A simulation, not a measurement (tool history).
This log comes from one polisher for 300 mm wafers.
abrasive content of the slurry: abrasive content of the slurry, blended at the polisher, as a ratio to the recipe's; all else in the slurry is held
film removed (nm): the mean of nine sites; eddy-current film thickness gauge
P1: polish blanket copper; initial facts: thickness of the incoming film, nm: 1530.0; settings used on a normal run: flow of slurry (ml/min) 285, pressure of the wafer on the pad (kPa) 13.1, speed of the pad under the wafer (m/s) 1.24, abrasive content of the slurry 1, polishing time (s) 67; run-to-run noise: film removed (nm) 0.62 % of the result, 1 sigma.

run	day	flow of slurry (ml/min)	pressure of the wafer on the pad (kPa)	speed of the pad under the wafer (m/s)	abrasive content of the slurry	polishing time (s)	wafers polished on this pad	hours since the slurry nozzle was cleaned	hours since the head pressure was calibrated	hours since the slurry blender was calibrated	film removed (nm)
1	0.246	285	13.1	1.24	1	67	435	262.1	330.8	376.8	183.68
2	0.421	285	13.1	0.68	1.3	67	464	266.3	335	381	106.3
3	0.608	285	13.1	1.24	1	96	495	270.8	339.5	385.5	263.78
4	0.871	285	13.1	1.24	1	67	539	277.1	345.8	391.8	185.2
5	1.129	285	13.1	1.24	1	67	581	283.3	352	398	184.88
6	1.279	285	13.1	1.68	1	67	606	286.9	355.6	401.6	248.21
7	1.521	380	13.1	1.24	1	67	646	292.7	361.4	407.4	189.18
8	1.65	285	13.1	1.24	1	67	668	295.8	364.5	410.5	184.06
9	1.875	170	13.1	1.24	1	67	705	301.2	369.9	415.9	175.15
10	2.046	285	6.2	1.24	1	67	733	305.3	374	420	88.229
11	2.225	285	19.3	1.24	1	67	763	309.6	378.3	424.3	273.07
12	2.388	285	13.1	1.24	1	67	790	313.5	382.2	428.2	184.22
13	2.55	285	13.1	1.24	0.5	67	817	317.4	386.1	432.1	160.05
14	2.788	285	13.1	0.6	1	67	856	323.1	391.8	437.8	89.263
15	2.979	285	13.1	1.24	1	33	888	327.7	396.4	442.4	91.468
16	3.254	285	13.1	1.24	1.3	67	933	334.3	403	449	195.84
17	3.429	285	13.1	1.24	1	67	962	338.5	407.2	453.2	186.31
18	3.596	285	13.1	1.24	1	67	990	342.5	411.2	457.2	183.06
19	3.754	285	13.1	1.24	1	67	1016	346.3	415	461	182.96
20	4	285	13.1	1.24	1	67	1057	352.2	420.9	466.9	178.03
21	4.292	285	13.1	1.24	1	67	1105	359.2	427.9	473.9	175.5
22	4.488	285	13.1	1.24	1	67	1137	363.9	432.6	478.6	174.17
# day 4.517: worn pad replaced by a new one
23	4.642	285	13.1	1.24	1	67	21	367.6	436.3	482.3	173.67
# day 4.738: slurry blender recalibrated
24	4.938	285	13.1	1.24	1	67	70	374.7	443.4	4.9	174.76
25	5.142	285	13.1	1.24	1	67	103	379.6	448.3	9.8	174.31

The log shows P1 creeping away from where it was. Any of the 2 causes listed here, at the size stated for it, fits the log just as well as the others:
A: slurry flow missing at the pad, % = 39.9
B: head's pressure below its setpoint, % = 5.95
The process output started creeping at around day 3.596.
Excluded causes, each with its reason:
removal rate lost through wear of the pad, %: work on it at day 4.517, done after the drift set in, did not restore what the process gave before
abrasive missing from the slurry, %: work on it at day 4.738, done after the drift set in, did not restore what the process gave before

You are offered 4 check runs, listed below with question marks in place of their results; each one averages 5 wafers. Which run separates the listed causes by giving clearly different results for each?
check 1	5.346	285	6.2	1.24	0.55	67					?
check 2	5.346	285	13.1	1.24	0.7	67					?
check 3	5.346	205	13.1	1.24	0.5	67					?
check 4	5.346	285	13.1	0.7	1	67					?

Predicted outcomes, by check and by cause:
check	result	if A	if B
check 1	film removed (nm)	72.826	72.832
check 2	film removed (nm)	161.41	161.43
check 3	film removed (nm)	142.31	145.51
check 4	film removed (nm)	98.197	98.204
Per-check spread between the two closest causes, in the result where they differ most: check 1 0.01 %; check 2 0.01 %; check 3 2.22 %; check 4 0.01 %
Check 3 is the one run that separates the causes; every other check would come out nearly the same whichever cause is at work.

The results of check 3 are: film removed (nm) 142.11. Based on these, which of the listed causes is it?

A is the cause: slurry flow missing at the pad, %.
